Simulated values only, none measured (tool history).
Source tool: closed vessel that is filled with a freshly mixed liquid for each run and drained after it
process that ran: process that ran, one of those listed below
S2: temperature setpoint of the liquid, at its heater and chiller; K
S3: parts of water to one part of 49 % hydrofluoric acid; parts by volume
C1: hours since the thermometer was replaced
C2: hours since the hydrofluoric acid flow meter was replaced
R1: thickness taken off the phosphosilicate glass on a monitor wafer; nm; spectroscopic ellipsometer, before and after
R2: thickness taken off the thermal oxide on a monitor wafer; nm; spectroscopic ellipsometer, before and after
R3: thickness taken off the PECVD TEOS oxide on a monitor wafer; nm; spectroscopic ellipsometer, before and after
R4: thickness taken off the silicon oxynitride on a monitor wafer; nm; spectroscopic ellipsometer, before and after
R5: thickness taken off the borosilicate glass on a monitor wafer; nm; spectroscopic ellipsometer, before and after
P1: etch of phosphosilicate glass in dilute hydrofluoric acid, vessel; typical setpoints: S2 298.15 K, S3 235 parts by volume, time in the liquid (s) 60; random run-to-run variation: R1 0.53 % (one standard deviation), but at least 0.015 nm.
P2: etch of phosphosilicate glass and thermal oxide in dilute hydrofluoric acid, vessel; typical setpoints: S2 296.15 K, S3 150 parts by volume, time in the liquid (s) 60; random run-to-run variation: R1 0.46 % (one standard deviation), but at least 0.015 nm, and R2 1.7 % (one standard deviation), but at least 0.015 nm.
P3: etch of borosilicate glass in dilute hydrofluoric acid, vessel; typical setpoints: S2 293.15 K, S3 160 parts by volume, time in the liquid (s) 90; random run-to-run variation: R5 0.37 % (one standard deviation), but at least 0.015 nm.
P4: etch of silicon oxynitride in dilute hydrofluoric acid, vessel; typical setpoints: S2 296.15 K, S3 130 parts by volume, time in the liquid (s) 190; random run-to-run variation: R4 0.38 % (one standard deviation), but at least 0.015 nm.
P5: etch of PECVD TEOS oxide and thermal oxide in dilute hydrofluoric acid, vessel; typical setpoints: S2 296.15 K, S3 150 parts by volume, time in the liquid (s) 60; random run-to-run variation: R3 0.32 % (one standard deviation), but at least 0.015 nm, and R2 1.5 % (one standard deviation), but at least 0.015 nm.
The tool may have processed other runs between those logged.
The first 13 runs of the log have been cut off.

run 14 hour=57.0 | process_that_ran=P4 S2=290.15 S3=130 time_in_the_liquid_(s)=190 | C1=836.8 C2=6.3 | R4=4.9393
run 15 hour=60.5 | process_that_ran=P1 S2=298.15 S3=235 time_in_the_liquid_(s)=30 | C1=840.3 C2=9.8 | R1=17.480
-- hour=63.1 thermometer replaced
run 16 hour=63.4 | process_that_ran=P5 S2=296.15 S3=150 time_in_the_liquid_(s)=60 | C1=0.4 C2=12.7 | R2=1.7186 R3=6.8539
run 17 hour=66.0 | process_that_ran=P1 S2=298.15 S3=340 time_in_the_liquid_(s)=60 | C1=3.0 C2=15.3 | R1=21.770
run 18 hour=68.8 | process_that_ran=P2 S2=296.15 S3=150 time_in_the_liquid_(s)=60 | C1=5.8 C2=18.1 | R1=43.642 R2=1.5151
run 19 hour=72.5 | process_that_ran=P1 S2=298.15 S3=235 time_in_the_liquid_(s)=60 | C1=9.5 C2=21.8 | R1=34.795
run 20 hour=75.0 | process_that_ran=P3 S2=293.15 S3=160 time_in_the_liquid_(s)=30 | C1=12.0 C2=24.3 | R5=3.3914
run 21 hour=77.5 | process_that_ran=P3 S2=301.15 S3=160 time_in_the_liquid_(s)=90 | C1=14.5 C2=26.8 | R5=13.6040
run 22 hour=81.5 | process_that_ran=P1 S2=298.15 S3=235 time_in_the_liquid_(s)=60 | C1=18.5 C2=30.8 | R1=34.878
run 23 hour=84.8 | process_that_ran=P1 S2=298.15 S3=35 time_in_the_liquid_(s)=60 | C1=21.8 C2=34.1 | R1=297.420
run 24 hour=88.0 | process_that_ran=P4 S2=296.15 S3=50 time_in_the_liquid_(s)=190 | C1=25.0 C2=37.3 | R4=18.3480
run 25 hour=92.1 | process_that_ran=P2 S2=291.15 S3=150 time_in_the_liquid_(s)=60 | C1=29.1 C2=41.4 | R1=35.591 R2=1.3168
run 26 hour=95.9 | process_that_ran=P1 S2=298.15 S3=235 time_in_the_liquid_(s)=85 | C1=32.9 C2=45.2 | R1=49.118
run 27 hour=100.1 | process_that_ran=P1 S2=298.15 S3=235 time_in_the_liquid_(s)=60 | C1=37.1 C2=49.4 | R1=34.713
run 28 hour=102.7 | process_that_ran=P3 S2=293.15 S3=160 time_in_the_liquid_(s)=90 | C1=39.7 C2=52.0 | R5=10.0000

For run 29, what comes out?
run 29 hour=106.8 | process_that_ran=P1 S2=298.15 S3=235 time_in_the_liquid_(s)=60 | C1=43.8 C2=56.1 | R1=?

Run 29 came out at R1 34.762 nm.
